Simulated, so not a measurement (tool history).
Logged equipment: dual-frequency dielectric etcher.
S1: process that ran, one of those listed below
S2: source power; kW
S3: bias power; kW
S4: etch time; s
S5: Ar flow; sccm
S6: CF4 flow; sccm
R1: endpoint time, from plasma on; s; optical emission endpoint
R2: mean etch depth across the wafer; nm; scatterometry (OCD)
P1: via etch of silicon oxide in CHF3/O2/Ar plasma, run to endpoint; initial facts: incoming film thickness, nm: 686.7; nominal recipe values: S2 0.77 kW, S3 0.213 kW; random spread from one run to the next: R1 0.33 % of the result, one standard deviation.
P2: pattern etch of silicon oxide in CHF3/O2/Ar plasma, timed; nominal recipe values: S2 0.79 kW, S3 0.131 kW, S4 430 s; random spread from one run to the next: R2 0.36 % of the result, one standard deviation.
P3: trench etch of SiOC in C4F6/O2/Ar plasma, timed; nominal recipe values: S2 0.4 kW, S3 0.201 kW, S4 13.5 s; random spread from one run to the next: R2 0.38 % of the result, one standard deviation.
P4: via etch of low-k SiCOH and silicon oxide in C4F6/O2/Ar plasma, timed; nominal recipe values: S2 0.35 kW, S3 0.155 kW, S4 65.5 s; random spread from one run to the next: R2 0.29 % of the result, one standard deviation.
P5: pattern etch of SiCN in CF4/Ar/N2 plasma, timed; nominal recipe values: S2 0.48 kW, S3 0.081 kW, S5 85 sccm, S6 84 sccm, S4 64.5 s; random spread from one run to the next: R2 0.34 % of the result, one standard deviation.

run 1 hour=8.1 | S1=P1 S2=0.77 S3=0.213 | R1=294.39
run 2 hour=13.4 | S1=P2 S2=0.96 S3=0.131 S4=430 | R2=915.73
run 3 hour=22.9 | S1=P1 S2=0.57 S3=0.213 | R1=329.52
run 4 hour=30.5 | S1=P3 S2=0.4 S3=0.154 S4=13.5 | R2=27.555
run 5 hour=35.7 | S1=P5 S2=0.48 S3=0.059 S4=64.5 S5=85 S6=84 | R2=57.278
run 6 hour=40.7 | S1=P3 S2=0.4 S3=0.201 S4=13.5 | R2=29.88
run 7 hour=45 | S1=P2 S2=0.79 S3=0.131 S4=236.5 | R2=465.96
run 8 hour=51.7 | S1=P5 S2=0.48 S3=0.081 S4=64.5 S5=85 S6=84 | R2=63.444
run 9 hour=58.5 | S1=P1 S2=0.77 S3=0.213 | R1=294.25
run 10 hour=64.2 | S1=P3 S2=0.54 S3=0.201 S4=13.5 | R2=33.571
run 11 hour=71 | S1=P1 S2=0.93 S3=0.213 | R1=274.03
run 12 hour=78.4 | S1=P1 S2=0.77 S3=0.213 | R1=295.07
run 13 hour=87.9 | S1=P2 S2=0.79 S3=0.18 S4=430 | R2=940.85
run 14 hour=95.1 | S1=P4 S2=0.35 S3=0.155 S4=65.5 | R2=156.63
-- hour=100 wet clean of the chamber
run 15 hour=102.9 | S1=P2 S2=0.79 S3=0.131 S4=430 | R2=845.05
run 16 hour=108.8 | S1=P5 S2=0.48 S3=0.081 S4=87 S5=85 S6=84 | R2=85.601
run 17 hour=114.3 | S1=P1 S2=0.77 S3=0.14 | R1=336.34
run 18 hour=120.3 | S1=P5 S2=0.48 S3=0.081 S4=64.5 S5=106 S6=84 | R2=61.041
run 19 hour=128.1 | S1=P2 S2=0.79 S3=0.131 S4=430 | R2=849.54
run 20 hour=133.3 | S1=P1 S2=0.77 S3=0.213 | R1=294.28
run 21 hour=143.1 | S1=P5 S2=0.48 S3=0.081 S4=64.5 S5=85 S6=84 | R2=62.96

What does the tool deliver on the next run?
run 22 hour=148.5 | S1=P4 S2=0.35 S3=0.155 S4=65.5 | R2=?

{"run 22": {"R2": 157.01}}
